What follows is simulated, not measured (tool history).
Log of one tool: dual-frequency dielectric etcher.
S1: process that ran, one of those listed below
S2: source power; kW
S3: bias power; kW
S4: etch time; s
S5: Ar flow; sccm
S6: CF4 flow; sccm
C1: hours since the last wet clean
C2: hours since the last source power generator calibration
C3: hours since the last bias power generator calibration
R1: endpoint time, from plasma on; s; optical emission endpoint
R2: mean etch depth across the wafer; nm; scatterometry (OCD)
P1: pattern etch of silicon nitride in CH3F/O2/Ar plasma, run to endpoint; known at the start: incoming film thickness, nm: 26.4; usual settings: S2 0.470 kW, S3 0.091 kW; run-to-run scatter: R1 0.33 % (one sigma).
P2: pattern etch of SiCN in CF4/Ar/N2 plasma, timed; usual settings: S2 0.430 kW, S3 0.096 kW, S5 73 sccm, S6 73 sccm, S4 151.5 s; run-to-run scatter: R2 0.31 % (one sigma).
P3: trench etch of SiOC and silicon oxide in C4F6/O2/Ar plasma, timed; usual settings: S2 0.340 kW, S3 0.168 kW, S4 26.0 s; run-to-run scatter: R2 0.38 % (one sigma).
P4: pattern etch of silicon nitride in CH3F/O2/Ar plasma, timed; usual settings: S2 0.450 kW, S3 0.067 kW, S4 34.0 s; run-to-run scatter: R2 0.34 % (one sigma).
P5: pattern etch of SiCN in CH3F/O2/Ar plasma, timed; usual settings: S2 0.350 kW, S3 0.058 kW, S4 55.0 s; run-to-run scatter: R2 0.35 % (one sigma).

Run 1, day 0.133: S1 P1, S2 0.470 kW, S3 0.091 kW; C1 201.6; C2 575.1; C3 966.3. Result: R1 32.848 s.
Run 2, day 0.417: S1 P5, S2 0.350 kW, S3 0.039 kW, S4 55.0 s; C1 208.4; C2 581.9; C3 973.1. Result: R2 16.477 nm.
Run 3, day 0.646: S1 P2, S2 0.430 kW, S3 0.096 kW, S4 151.5 s, S5 73 sccm, S6 87 sccm; C1 213.9; C2 587.4; C3 978.6. Result: R2 146.370 nm.
Run 4, day 0.900: S1 P3, S2 0.340 kW, S3 0.168 kW, S4 26.0 s; C1 220.0; C2 593.5; C3 984.7. Result: R2 45.961 nm.
Run 5, day 1.046: S1 P5, S2 0.200 kW, S3 0.058 kW, S4 55.0 s; C1 223.5; C2 597.0; C3 988.2. Result: R2 15.058 nm.
Run 6, day 1.333: S1 P3, S2 0.340 kW, S3 0.129 kW, S4 26.0 s; C1 230.4; C2 603.9; C3 995.1. Result: R2 43.129 nm.
Run 7, day 1.604: S1 P1, S2 0.360 kW, S3 0.091 kW; C1 236.9; C2 610.4; C3 1001.6. Result: R1 36.300 s.
Run 8, day 1.875: S1 P1, S2 0.650 kW, S3 0.068 kW; C1 243.4; C2 616.9; C3 1008.1. Result: R1 32.119 s.
Run 9, day 2.129: S1 P1, S2 0.470 kW, S3 0.091 kW; C1 249.5; C2 623.0; C3 1014.2. Result: R1 32.783 s.
Run 10, day 2.342: S1 P4, S2 0.450 kW, S3 0.067 kW, S4 34.0 s; C1 254.6; C2 628.1; C3 1019.3. Result: R2 24.906 nm.
Run 11, day 2.529: S1 P4, S2 0.450 kW, S3 0.067 kW, S4 34.0 s; C1 259.1; C2 632.6; C3 1023.8. Result: R2 24.632 nm.
Run 12, day 2.800: S1 P4, S2 0.450 kW, S3 0.067 kW, S4 18.5 s; C1 265.6; C2 639.1; C3 1030.3. Result: R2 13.446 nm.
Run 13, day 3.071: S1 P5, S2 0.350 kW, S3 0.058 kW, S4 55.0 s; C1 272.1; C2 645.6; C3 1036.8. Result: R2 18.627 nm.
Run 14, day 3.292: S1 P1, S2 0.470 kW, S3 0.091 kW; C1 277.4; C2 650.9; C3 1042.1. Result: R1 32.935 s.
Run 15, day 3.496: S1 P1, S2 0.470 kW, S3 0.109 kW; C1 282.3; C2 655.8; C3 1047.0. Result: R1 30.618 s.
Run 16, day 3.667: S1 P1, S2 0.470 kW, S3 0.069 kW; C1 286.4; C2 659.9; C3 1051.1. Result: R1 36.236 s.
Run 17, day 3.812: S1 P4, S2 0.570 kW, S3 0.067 kW, S4 34.0 s; C1 289.9; C2 663.4; C3 1054.6. Result: R2 27.067 nm.
Run 18, day 4.050: S1 P5, S2 0.350 kW, S3 0.058 kW, S4 81.5 s; C1 295.6; C2 669.1; C3 1060.3. Result: R2 27.738 nm.

Forecast run 19:
Run 19, day 4.188: S1 P1, S2 0.560 kW, S3 0.091 kW; C1 298.9; C2 672.4; C3 1063.6. Result: R1 ?.

R1: 30.926 s
